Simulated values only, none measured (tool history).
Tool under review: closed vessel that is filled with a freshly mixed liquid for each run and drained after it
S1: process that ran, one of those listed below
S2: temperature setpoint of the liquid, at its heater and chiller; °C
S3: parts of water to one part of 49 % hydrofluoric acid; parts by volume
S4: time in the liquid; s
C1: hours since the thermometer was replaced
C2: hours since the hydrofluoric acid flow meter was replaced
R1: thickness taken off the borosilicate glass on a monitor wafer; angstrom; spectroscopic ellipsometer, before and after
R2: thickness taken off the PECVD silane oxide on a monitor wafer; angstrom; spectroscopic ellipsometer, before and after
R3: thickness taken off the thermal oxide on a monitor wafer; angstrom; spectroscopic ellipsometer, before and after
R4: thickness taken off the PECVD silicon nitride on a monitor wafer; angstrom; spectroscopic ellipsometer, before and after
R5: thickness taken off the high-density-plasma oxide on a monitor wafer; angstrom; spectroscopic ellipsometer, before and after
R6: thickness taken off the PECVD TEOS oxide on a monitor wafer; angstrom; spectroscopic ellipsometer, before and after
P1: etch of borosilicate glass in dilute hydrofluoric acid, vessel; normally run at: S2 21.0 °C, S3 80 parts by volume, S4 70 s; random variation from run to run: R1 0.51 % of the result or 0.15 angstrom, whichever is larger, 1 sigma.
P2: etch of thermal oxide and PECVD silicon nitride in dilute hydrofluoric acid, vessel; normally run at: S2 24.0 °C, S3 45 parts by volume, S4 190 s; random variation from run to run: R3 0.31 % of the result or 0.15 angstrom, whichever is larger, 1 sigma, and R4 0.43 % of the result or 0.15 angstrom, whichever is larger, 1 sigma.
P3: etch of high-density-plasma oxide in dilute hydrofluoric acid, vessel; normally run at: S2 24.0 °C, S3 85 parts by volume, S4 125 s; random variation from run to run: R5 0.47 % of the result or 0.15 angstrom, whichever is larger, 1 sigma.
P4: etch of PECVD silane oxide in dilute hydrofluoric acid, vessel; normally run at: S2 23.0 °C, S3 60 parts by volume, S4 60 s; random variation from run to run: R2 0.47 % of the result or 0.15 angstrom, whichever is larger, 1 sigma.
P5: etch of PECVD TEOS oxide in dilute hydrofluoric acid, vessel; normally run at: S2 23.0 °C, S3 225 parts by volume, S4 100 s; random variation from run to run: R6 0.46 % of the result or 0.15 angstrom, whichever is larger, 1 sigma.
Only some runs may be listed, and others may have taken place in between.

| run | hour | S1 | S2 | S3 | S4 | C1 | C2 | R1 | R2 | R3 | R4 | R5 | R6 |
|---|---|---|---|---|---|---|---|---|---|---|---|---|---|
| 1 | 10.6 | P1 | 21.0 | 80 | 70 | 460.6 | 324.8 | 282.86 |  |  |  |  |  |
| 2 | 24.5 | P1 | 21.0 | 80 | 70 | 474.5 | 338.7 | 283.20 |  |  |  |  |  |
| 3 | 31.8 | P4 | 23.0 | 60 | 60 | 481.8 | 346.0 |  | 376.88 |  |  |  |  |
| 4 | 45.1 | P2 | 24.0 | 75 | 190 | 495.1 | 359.3 |  |  | 117.270 | 72.189 |  |  |
| 5 | 59.0 | P3 | 24.0 | 85 | 125 | 509.0 | 373.2 |  |  |  |  | 170.35 |  |
| 6 | 70.1 | P3 | 24.0 | 85 | 125 | 520.1 | 384.3 |  |  |  |  | 171.82 |  |
| 7 | 76.8 | P5 | 19.0 | 225 | 100 | 526.8 | 391.0 |  |  |  |  |  | 64.132 |
| 8 | 90.3 | P4 | 23.0 | 60 | 60 | 540.3 | 404.5 |  | 379.12 |  |  |  |  |
| 9 | 98.7 | P1 | 17.0 | 80 | 70 | 548.7 | 412.9 | 241.21 |  |  |  |  |  |
| 10 | 107.2 | P1 | 21.0 | 80 | 70 | 557.2 | 421.4 | 282.75 |  |  |  |  |  |
| 11 | 119.5 | P1 | 21.0 | 130 | 30 | 569.5 | 433.7 | 70.97 |  |  |  |  |  |
| 12 | 132.1 | P3 | 17.0 | 85 | 125 | 582.1 | 446.3 |  |  |  |  | 128.17 |  |
| 13 | 142.7 | P1 | 21.0 | 80 | 70 | 592.7 | 456.9 | 279.90 |  |  |  |  |  |
| 14 | 155.2 | P1 | 25.0 | 80 | 70 | 605.2 | 469.4 | 331.53 |  |  |  |  |  |
| 15 | 163.4 | P1 | 21.0 | 25 | 70 | 613.4 | 477.6 | 961.79 |  |  |  |  |  |
| 16 | 170.0 | P4 | 30.5 | 60 | 60 | 620.0 | 484.2 |  | 510.29 |  |  |  |  |
| 17 | 183.4 | P5 | 23.0 | 60 | 100 | 633.4 | 497.6 |  |  |  |  |  | 336.300 |
| 18 | 190.8 | P1 | 21.0 | 120 | 70 | 640.8 | 505.0 | 179.11 |  |  |  |  |  |
| 19 | 202.7 | P2 | 24.0 | 45 | 190 | 652.7 | 516.9 |  |  | 204.490 | 118.120 |  |  |
| 20 | 216.7 | P1 | 21.0 | 80 | 30 | 666.7 | 530.9 | 120.73 |  |  |  |  |  |
| 21 | 227.6 | P1 | 21.0 | 80 | 130 | 677.6 | 541.8 | 519.93 |  |  |  |  |  |
| 22 | 238.3 | P1 | 25.5 | 80 | 30 | 688.3 | 552.5 | 146.37 |  |  |  |  |  |
| 23 | 247.9 | P3 | 24.0 | 45 | 125 | 697.9 | 562.1 |  |  |  |  | 342.10 |  |
| 24 | 261.9 | P5 | 23.0 | 225 | 200 | 711.9 | 576.1 |  |  |  |  |  | 147.570 |
| 25 | 270.0 | P2 | 24.0 | 45 | 30 | 720.0 | 584.2 |  |  | 31.993 | 18.773 |  |  |
| 26 | 283.3 | P3 | 24.0 | 85 | 205 | 733.3 | 597.5 |  |  |  |  | 280.64 |  |
| 27 | 291.9 | P1 | 21.0 | 80 | 70 | 741.9 | 606.1 | 283.97 |  |  |  |  |  |
| 28 | 303.5 | P2 | 32.0 | 45 | 190 | 753.5 | 617.7 |  |  | 280.010 | 201.780 |  |  |
| 29 | 310.7 | P4 | 23.0 | 80 | 60 | 760.7 | 624.9 |  | 276.46 |  |  |  |  |
| 30 | 324.0 | P5 | 23.0 | 225 | 100 | 774.0 | 638.2 |  |  |  |  |  | 74.311 |
| 31 | 332.8 | P1 | 21.0 | 80 | 70 | 782.8 | 647.0 | 283.85 |  |  |  |  |  |
| 32 | 343.4 | P4 | 23.0 | 60 | 105 | 793.4 | 657.6 |  | 666.01 |  |  |  |  |
| 33 | 354.2 | P1 | 21.0 | 80 | 70 | 804.2 | 668.4 | 282.75 |  |  |  |  |  |

Forecast run 34:
| 34 | 361.5 | P1 | 21.0 | 80 | 70 | 811.5 | 675.7 | ? |  |  |  |  |  |

Run 34 came out at R1 287.03 angstrom.
